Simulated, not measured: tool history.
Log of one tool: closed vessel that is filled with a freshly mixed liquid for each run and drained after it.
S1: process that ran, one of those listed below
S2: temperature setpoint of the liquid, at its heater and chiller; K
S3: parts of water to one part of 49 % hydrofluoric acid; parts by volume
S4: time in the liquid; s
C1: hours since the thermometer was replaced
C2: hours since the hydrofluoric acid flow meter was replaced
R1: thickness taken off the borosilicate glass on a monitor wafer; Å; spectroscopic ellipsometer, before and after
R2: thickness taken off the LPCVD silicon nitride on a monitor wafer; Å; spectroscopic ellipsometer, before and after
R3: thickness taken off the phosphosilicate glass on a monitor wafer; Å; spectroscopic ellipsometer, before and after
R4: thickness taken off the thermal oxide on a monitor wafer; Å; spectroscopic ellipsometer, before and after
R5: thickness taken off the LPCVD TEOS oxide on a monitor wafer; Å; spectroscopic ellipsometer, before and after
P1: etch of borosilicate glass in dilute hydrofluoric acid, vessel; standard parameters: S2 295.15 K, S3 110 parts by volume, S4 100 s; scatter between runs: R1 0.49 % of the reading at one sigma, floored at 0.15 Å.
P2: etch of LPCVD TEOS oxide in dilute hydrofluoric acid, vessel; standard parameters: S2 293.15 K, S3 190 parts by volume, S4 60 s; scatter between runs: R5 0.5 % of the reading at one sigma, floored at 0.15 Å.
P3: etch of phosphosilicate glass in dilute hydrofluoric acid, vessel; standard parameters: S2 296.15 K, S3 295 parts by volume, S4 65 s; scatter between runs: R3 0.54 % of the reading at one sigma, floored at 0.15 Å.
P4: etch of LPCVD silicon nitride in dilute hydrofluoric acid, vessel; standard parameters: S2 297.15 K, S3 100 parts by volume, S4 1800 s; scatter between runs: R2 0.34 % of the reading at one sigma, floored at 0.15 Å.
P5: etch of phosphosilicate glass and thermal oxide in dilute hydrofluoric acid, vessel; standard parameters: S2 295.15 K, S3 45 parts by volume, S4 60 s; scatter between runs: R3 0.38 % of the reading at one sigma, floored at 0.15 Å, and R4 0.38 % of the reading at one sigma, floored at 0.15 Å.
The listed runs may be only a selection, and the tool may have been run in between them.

| run | day | S1 | S2 | S3 | S4 | C1 | C2 | R1 | R2 | R3 | R4 | R5 |
|---|---|---|---|---|---|---|---|---|---|---|---|---|
| 1 | 0.517 | P1 | 295.15 | 110 | 100 | 1136.7 | 128.8 | 401.770 |  |  |  |  |
| 2 | 0.971 | P4 | 302.65 | 100 | 1800 | 1147.6 | 139.7 |  | 140.400 |  |  |  |
| 3 | 1.454 | P4 | 297.15 | 60 | 1800 | 1159.2 | 151.3 |  | 163.610 |  |  |  |
| 4 | 1.829 | P4 | 297.15 | 100 | 1800 | 1168.2 | 160.3 |  | 98.381 |  |  |  |
| 5 | 2.217 | P1 | 295.15 | 110 | 100 | 1177.5 | 169.6 | 403.430 |  |  |  |  |
| 6 | 2.788 | P3 | 296.15 | 425 | 65 | 1191.2 | 183.3 |  |  | 69.103 |  |  |
| 7 | 3.062 | P5 | 295.15 | 20 | 60 | 1197.8 | 189.9 |  |  | 2600.400 | 143.470 |  |
|  | 3.562 | hydrofluoric acid flow meter replaced |
| 8 | 3.633 | P1 | 295.15 | 110 | 100 | 1211.5 | 1.7 | 402.980 |  |  |  |  |
| 9 | 4.088 | P4 | 297.15 | 100 | 145 | 1222.4 | 12.6 |  | 8.051 |  |  |  |
| 10 | 4.562 | P3 | 296.15 | 295 | 115 | 1233.8 | 24.0 |  |  | 196.320 |  |  |
| 11 | 5.033 | P1 | 300.65 | 110 | 100 | 1245.1 | 35.3 | 502.730 |  |  |  |  |
| 12 | 5.350 | P5 | 300.65 | 45 | 60 | 1252.7 | 42.9 |  |  | 1411.200 | 76.804 |  |
| 13 | 5.825 | P1 | 295.15 | 110 | 40 | 1264.1 | 54.3 | 162.100 |  |  |  |  |
| 14 | 6.358 | P2 | 293.15 | 190 | 60 | 1276.9 | 67.1 |  |  |  |  | 112.850 |
| 15 | 6.754 | P2 | 293.15 | 260 | 60 | 1286.4 | 76.6 |  |  |  |  | 77.484 |
| 16 | 7.229 | P1 | 295.15 | 170 | 30 | 1297.8 | 88.0 | 72.977 |  |  |  |  |
| 17 | 7.683 | P1 | 290.15 | 110 | 100 | 1308.7 | 98.9 | 328.080 |  |  |  |  |
| 18 | 8.075 | P1 | 295.15 | 110 | 175 | 1318.1 | 108.3 | 703.670 |  |  |  |  |
| 19 | 8.662 | P1 | 295.15 | 150 | 100 | 1332.2 | 122.4 | 282.590 |  |  |  |  |
| 20 | 9.112 | P2 | 290.15 | 190 | 60 | 1343.0 | 133.2 |  |  |  |  | 101.010 |
| 21 | 9.683 | P1 | 295.15 | 110 | 100 | 1356.7 | 146.9 | 398.040 |  |  |  |  |
| 22 | 10.029 | P3 | 296.15 | 295 | 65 | 1365.0 | 155.2 |  |  | 111.950 |  |  |

What does the tool deliver on the next run?
| 23 | 10.412 | P5 | 295.15 | 45 | 100 | 1374.2 | 164.4 |  |  | ? | ? |  |

R3: 1862.300 Å
R4: 101.710 Å

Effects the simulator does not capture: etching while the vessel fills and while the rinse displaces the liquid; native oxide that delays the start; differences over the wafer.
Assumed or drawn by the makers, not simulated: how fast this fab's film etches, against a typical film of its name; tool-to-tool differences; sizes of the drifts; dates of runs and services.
